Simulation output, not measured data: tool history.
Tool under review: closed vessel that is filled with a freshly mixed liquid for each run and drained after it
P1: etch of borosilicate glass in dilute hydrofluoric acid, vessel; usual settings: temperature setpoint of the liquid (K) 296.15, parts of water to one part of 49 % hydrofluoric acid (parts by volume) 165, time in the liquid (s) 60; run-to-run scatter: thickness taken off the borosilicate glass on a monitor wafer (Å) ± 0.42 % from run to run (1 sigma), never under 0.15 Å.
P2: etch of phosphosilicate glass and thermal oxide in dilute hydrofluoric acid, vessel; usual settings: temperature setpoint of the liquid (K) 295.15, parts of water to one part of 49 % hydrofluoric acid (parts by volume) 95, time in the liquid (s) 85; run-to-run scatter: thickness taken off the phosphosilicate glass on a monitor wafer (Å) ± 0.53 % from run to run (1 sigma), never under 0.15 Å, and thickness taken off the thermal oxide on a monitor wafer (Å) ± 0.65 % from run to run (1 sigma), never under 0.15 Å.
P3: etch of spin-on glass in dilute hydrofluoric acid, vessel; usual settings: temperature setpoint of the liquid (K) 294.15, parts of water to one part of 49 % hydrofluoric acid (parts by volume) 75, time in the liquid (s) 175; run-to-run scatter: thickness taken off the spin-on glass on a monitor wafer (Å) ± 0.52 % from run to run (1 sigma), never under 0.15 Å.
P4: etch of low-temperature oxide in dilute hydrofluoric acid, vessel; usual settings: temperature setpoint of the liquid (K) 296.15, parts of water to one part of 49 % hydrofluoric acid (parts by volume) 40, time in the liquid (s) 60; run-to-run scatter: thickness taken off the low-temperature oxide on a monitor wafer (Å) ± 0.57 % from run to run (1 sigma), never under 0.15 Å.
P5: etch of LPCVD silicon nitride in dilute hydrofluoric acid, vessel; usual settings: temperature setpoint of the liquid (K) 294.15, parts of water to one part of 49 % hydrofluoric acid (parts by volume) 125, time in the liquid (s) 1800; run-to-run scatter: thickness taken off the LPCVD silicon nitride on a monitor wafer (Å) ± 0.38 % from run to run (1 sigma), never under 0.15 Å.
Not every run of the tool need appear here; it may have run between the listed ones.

run   hour  process that ran  temperature setpoint of the liquid (K)  parts of water to one part of 49 % hydrofluoric acid (parts by volume)  time in the liquid (s)  hours since the thermometer was replaced  hours since the hydrofluoric acid flow meter was replaced  thickness taken off the borosilicate glass on a monitor wafer (Å)  thickness taken off the low-temperature oxide on a monitor wafer (Å)  thickness taken off the LPCVD silicon nitride on a monitor wafer (Å)  thickness taken off the phosphosilicate glass on a monitor wafer (Å)  thickness taken off the thermal oxide on a monitor wafer (Å)  thickness taken off the spin-on glass on a monitor wafer (Å)
  1   13.3                P1                                  296.15                                                                     165                      60                                     654.3                                                      283.0                                                            122.460
  2   25.9                P4                                  290.15                                                                      40                      60                                     666.9                                                      295.6                                                                                                                                   343.50
  3   43.2                P5                                  290.15                                                                     125                    1800                                     684.2                                                      312.9                                                                                                                                                                                                         47.407
  4   58.6                P4                                  296.15                                                                      40                      30                                     699.6                                                      328.3                                                                                                                                   219.89
  5   68.2                P2                                  295.15                                                                      95                     150                                     709.2                                                      337.9                                                                                                                                                                                                                                                                               852.70                                                        70.069
  6   82.5                P1                                  296.15                                                                     165                      60                                     723.5                                                      352.2                                                            121.140
  7   90.5                P3                                  294.15                                                                      75                     330                                     731.5                                                      360.2                                                                                                                                                                                                                                                                                                                                                                                                          1023.80
  8  107.1                P1                                  296.15                                                                     165                      30                                     748.1                                                      376.8                                                             60.920
  9  120.1                P1                                  296.15                                                                     165                      60                                     761.1                                                      389.8                                                            121.850
 10  136.5                P5                                  294.15                                                                     125                    1800                                     777.5                                                      406.2                                                                                                                                                                                                         62.210
 11  151.2                P2                                  301.65                                                                      95                      85                                     792.2                                                      420.9                                                                                                                                                                                                                                                                               639.14                                                        52.361
 12  160.8                P1                                  296.15                                                                     165                     115                                     801.8                                                      430.5                                                            232.460
 13  177.9                P4                                  296.15                                                                      75                      60                                     818.9                                                      447.6                                                                                                                                   225.01
 14  193.1                P2                                  295.15                                                                      55                      85                                     834.1                                                      462.8                                                                                                                                                                                                                                                                               882.68                                                        71.697
 15  203.2                P5                                  294.15                                                                     205                    1800                                     844.2                                                      472.9                                                                                                                                                                                                         38.407
 16  215.8                P1                                  296.15                                                                     165                      60                                     856.8                                                      485.5                                                            121.150
 17  233.6                P1                                  296.15                                                                      75                      60                                     874.6                                                      503.3                                                            296.740
 18  247.5                P1                                  290.15                                                                     165                      60                                     888.5                                                      517.2                                                             96.990
 19  257.0                P3                                  294.15                                                                     130                     175                                     898.0                                                      526.7                                                                                                                                                                                                                                                                                                                                                                                                           292.88
 20  271.8                P1                                  291.15                                                                     115                      60                                     912.8                                                      541.5                                                            150.980
 21  289.5                P1                                  303.15                                                                     165                      60                                     930.5                                                      559.2                                                            157.210
 22  306.5                P3                                  294.15                                                                      75                     175                                     947.5                                                      576.2                                                                                                                                                                                                                                                                                                                                                                                                           544.09
 23  316.0                P1                                  296.15                                                                     265                      60                                     957.0                                                      585.7                                                             68.325
 24  328.3                P2                                  295.15                                                                      95                      85                                     969.3                                                      598.0                                                                                                                                                                                                                                                                               485.57                                                        40.061
 25  344.2                P5                                  294.15                                                                     125                    3520                                     985.2                                                      613.9                                                                                                                                                                                                        121.620
 26  355.7                P5                                  294.15                                                                     125                    1800                                     996.7                                                      625.4                                                                                                                                                                                                         61.651
 27  372.1                P3                                  299.65                                                                      75                     175                                    1013.1                                                      641.8                                                                                                                                                                                                                                                                                                                                                                                                           679.49
 28  382.5                P4                                  296.15                                                                      40                      60                                    1023.5                                                      652.2                                                                                                                                   442.82

Estimate the outcome of run 29 from the log above:
 29  393.6                P1                                  296.15                                                                     165                      60                                    1034.6                                                      663.3                                                                  ?

{"run 29": {"thickness taken off the borosilicate glass on a monitor wafer (Å)": 122.61}}

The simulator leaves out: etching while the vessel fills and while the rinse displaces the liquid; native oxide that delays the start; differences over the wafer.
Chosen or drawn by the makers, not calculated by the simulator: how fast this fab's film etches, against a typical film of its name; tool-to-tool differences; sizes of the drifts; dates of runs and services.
